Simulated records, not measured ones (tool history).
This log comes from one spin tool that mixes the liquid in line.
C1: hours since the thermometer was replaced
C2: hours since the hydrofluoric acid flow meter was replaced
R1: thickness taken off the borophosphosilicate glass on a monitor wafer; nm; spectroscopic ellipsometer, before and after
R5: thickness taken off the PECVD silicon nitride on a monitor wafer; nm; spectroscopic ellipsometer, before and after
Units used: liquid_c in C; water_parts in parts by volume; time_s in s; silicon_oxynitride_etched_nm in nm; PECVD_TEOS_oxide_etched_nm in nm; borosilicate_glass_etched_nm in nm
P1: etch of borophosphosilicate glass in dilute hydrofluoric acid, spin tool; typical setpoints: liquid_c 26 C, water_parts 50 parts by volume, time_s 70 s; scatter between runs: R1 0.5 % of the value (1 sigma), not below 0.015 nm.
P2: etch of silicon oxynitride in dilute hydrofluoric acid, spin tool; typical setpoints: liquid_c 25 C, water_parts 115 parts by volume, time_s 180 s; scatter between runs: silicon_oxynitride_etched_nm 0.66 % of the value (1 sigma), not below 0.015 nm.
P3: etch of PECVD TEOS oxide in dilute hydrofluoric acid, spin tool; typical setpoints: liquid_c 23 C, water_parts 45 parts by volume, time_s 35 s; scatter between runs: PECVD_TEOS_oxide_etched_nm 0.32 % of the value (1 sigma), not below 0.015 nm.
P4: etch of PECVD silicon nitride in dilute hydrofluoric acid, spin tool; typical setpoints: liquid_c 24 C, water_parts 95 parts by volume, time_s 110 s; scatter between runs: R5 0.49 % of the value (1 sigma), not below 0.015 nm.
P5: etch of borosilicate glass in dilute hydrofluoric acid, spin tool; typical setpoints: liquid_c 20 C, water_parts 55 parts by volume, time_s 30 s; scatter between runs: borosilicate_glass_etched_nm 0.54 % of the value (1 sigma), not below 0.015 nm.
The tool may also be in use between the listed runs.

run 1 hour=9.9 | process=P1 liquid_c=26 water_parts=50 time_s=70 | C1=1640.5 C2=373.6 | R1=57.508
run 2 hour=15.4 | process=P1 liquid_c=21.5 water_parts=50 time_s=70 | C1=1646 C2=379.1 | R1=47.579
run 3 hour=19.9 | process=P2 liquid_c=25 water_parts=115 time_s=180 | C1=1650.5 C2=383.6 | silicon_oxynitride_etched_nm=3.4772
run 4 hour=26.3 | process=P3 liquid_c=17 water_parts=45 time_s=35 | C1=1656.9 C2=390 | PECVD_TEOS_oxide_etched_nm=10.312
run 5 hour=36 | process=P1 liquid_c=26 water_parts=50 time_s=70 | C1=1666.6 C2=399.7 | R1=57.432
run 6 hour=45.2 | process=P5 liquid_c=17 water_parts=55 time_s=30 | C1=1675.8 C2=408.9 | borosilicate_glass_etched_nm=19.171
run 7 hour=52 | process=P1 liquid_c=26 water_parts=20 time_s=70 | C1=1682.6 C2=415.7 | R1=149.47
run 8 hour=58.6 | process=P2 liquid_c=25 water_parts=115 time_s=180 | C1=1689.2 C2=422.3 | silicon_oxynitride_etched_nm=3.4542
run 9 hour=66.7 | process=P2 liquid_c=25 water_parts=115 time_s=45 | C1=1697.3 C2=430.4 | silicon_oxynitride_etched_nm=0.87383
run 10 hour=75.5 | process=P2 liquid_c=25 water_parts=175 time_s=180 | C1=1706.1 C2=439.2 | silicon_oxynitride_etched_nm=2.1591
run 11 hour=82 | process=P4 liquid_c=24 water_parts=95 time_s=200 | C1=1712.6 C2=445.7 | R5=8.735
run 12 hour=89.9 | process=P1 liquid_c=32.5 water_parts=50 time_s=70 | C1=1720.5 C2=453.6 | R1=74.483
run 13 hour=98.2 | process=P1 liquid_c=26 water_parts=50 time_s=70 | C1=1728.8 C2=461.9 | R1=57.429
run 14 hour=105.9 | process=P1 liquid_c=33 water_parts=50 time_s=105 | C1=1736.5 C2=469.6 | R1=112.21
run 15 hour=113 | process=P1 liquid_c=31.5 water_parts=50 time_s=120 | C1=1743.6 C2=476.7 | R1=122.15
run 16 hour=120.8 | process=P5 liquid_c=20 water_parts=55 time_s=30 | C1=1751.4 C2=484.5 | borosilicate_glass_etched_nm=21.781
run 17 hour=125.6 | process=P1 liquid_c=26 water_parts=50 time_s=70 | C1=1756.2 C2=489.3 | R1=56.963
run 18 hour=135.2 | process=P4 liquid_c=17.5 water_parts=95 time_s=110 | C1=1765.8 C2=498.9 | R5=3.0761
run 19 hour=145.3 | process=P5 liquid_c=20 water_parts=55 time_s=65 | C1=1775.9 C2=509 | borosilicate_glass_etched_nm=47.859
run 20 hour=155.5 | process=P1 liquid_c=26 water_parts=50 time_s=70 | C1=1786.1 C2=519.2 | R1=57.007
run 21 hour=161.9 | process=P1 liquid_c=26 water_parts=85 time_s=70 | C1=1792.5 C2=525.6 | R1=32.175
run 22 hour=169.4 | process=P3 liquid_c=23 water_parts=45 time_s=55 | C1=1800 C2=533.1 | PECVD_TEOS_oxide_etched_nm=20.859
run 23 hour=175.8 | process=P5 liquid_c=20 water_parts=80 time_s=30 | C1=1806.4 C2=539.5 | borosilicate_glass_etched_nm=14.583
run 24 hour=185.9 | process=P2 liquid_c=20 water_parts=115 time_s=180 | C1=1816.5 C2=549.6 | silicon_oxynitride_etched_nm=2.7366
run 25 hour=194.2 | process=P1 liquid_c=26 water_parts=50 time_s=100 | C1=1824.8 C2=557.9 | R1=81.636
run 26 hour=200.5 | process=P4 liquid_c=24 water_parts=25 time_s=110 | C1=1831.1 C2=564.2 | R5=17.436
run 27 hour=209.7 | process=P5 liquid_c=20 water_parts=55 time_s=30 | C1=1840.3 C2=573.4 | borosilicate_glass_etched_nm=21.859
run 28 hour=219.1 | process=P3 liquid_c=23 water_parts=75 time_s=35 | C1=1849.7 C2=582.8 | PECVD_TEOS_oxide_etched_nm=7.6373
run 29 hour=229.3 | process=P4 liquid_c=24 water_parts=95 time_s=110 | C1=1859.9 C2=593 | R5=4.7928
run 30 hour=236.5 | process=P3 liquid_c=23 water_parts=45 time_s=35 | C1=1867.1 C2=600.2 | PECVD_TEOS_oxide_etched_nm=13.331
run 31 hour=241.3 | process=P1 liquid_c=26 water_parts=50 time_s=15 | C1=1871.9 C2=605 | R1=12.215
run 32 hour=246.6 | process=P1 liquid_c=26 water_parts=50 time_s=70 | C1=1877.2 C2=610.3 | R1=57.728
run 33 hour=252.1 | process=P1 liquid_c=26 water_parts=50 time_s=70 | C1=1882.7 C2=615.8 | R1=59.034
run 34 hour=260.8 | process=P1 liquid_c=26 water_parts=50 time_s=70 | C1=1891.4 C2=624.5 | R1=60.788
run 35 hour=267.7 | process=P1 liquid_c=26 water_parts=50 time_s=70 | C1=1898.3 C2=631.4 | R1=61.205
run 36 hour=276.2 | process=P1 liquid_c=26 water_parts=50 time_s=70 | C1=1906.8 C2=639.9 | R1=61.352
run 37 hour=283.6 | process=P1 liquid_c=26 water_parts=50 time_s=70 | C1=1914.2 C2=647.3 | R1=61.913
run 38 hour=288.9 | process=P1 liquid_c=26 water_parts=50 time_s=70 | C1=1919.5 C2=652.6 | R1=61.827

P1 no longer gives what it gave before; its output has crept away from where it was. The following 2 causes, each at its listed size, fit the log equally well:
A: hydrofluoric acid flow above the setpoint (%) = 8.07
B: liquid hotter than its thermometer reads (K) = 2.07
The gradual shift began around hour 246.6.

Question marks stand in for the results of the 4 check runs listed below, each run on one wafer. Under which run would the listed causes show clearly different results?
run check 1 hour=294.2 | process=P2 liquid_c=25 water_parts=115 time_s=180 | silicon_oxynitride_etched_nm=?
run check 2 hour=294.2 | process=P4 liquid_c=24 water_parts=95 time_s=110 | R5=?
run check 3 hour=294.2 | process=P3 liquid_c=23 water_parts=45 time_s=35 | PECVD_TEOS_oxide_etched_nm=?
run check 4 hour=294.2 | process=P5 liquid_c=20 water_parts=55 time_s=30 | borosilicate_glass_etched_nm=?

What each check would give under each cause:
check=check_1 result=silicon_oxynitride_etched_nm if_A=3.7712 if_B=3.8098
check=check_2 result=R5 if_A=5.1649 if_B=5.4792
check=check_3 result=PECVD_TEOS_oxide_etched_nm if_A=14.402 if_B=14.453
check=check_4 result=borosilicate_glass_etched_nm if_A=23.824 if_B=23.926
How far apart the two closest causes lie, in the result that separates them most: check 1 1.02 %; check 2 5.91 %; check 3 0.35 %; check 4 0.43 %
Check 2 is the one run that separates the causes; every other check would come out nearly the same whichever cause is at work.

Here is what check 2 returned: R5 5.1583 nm. Which cause is it?

Of the candidate causes, it is A: hydrofluoric acid flow above the setpoint (%).

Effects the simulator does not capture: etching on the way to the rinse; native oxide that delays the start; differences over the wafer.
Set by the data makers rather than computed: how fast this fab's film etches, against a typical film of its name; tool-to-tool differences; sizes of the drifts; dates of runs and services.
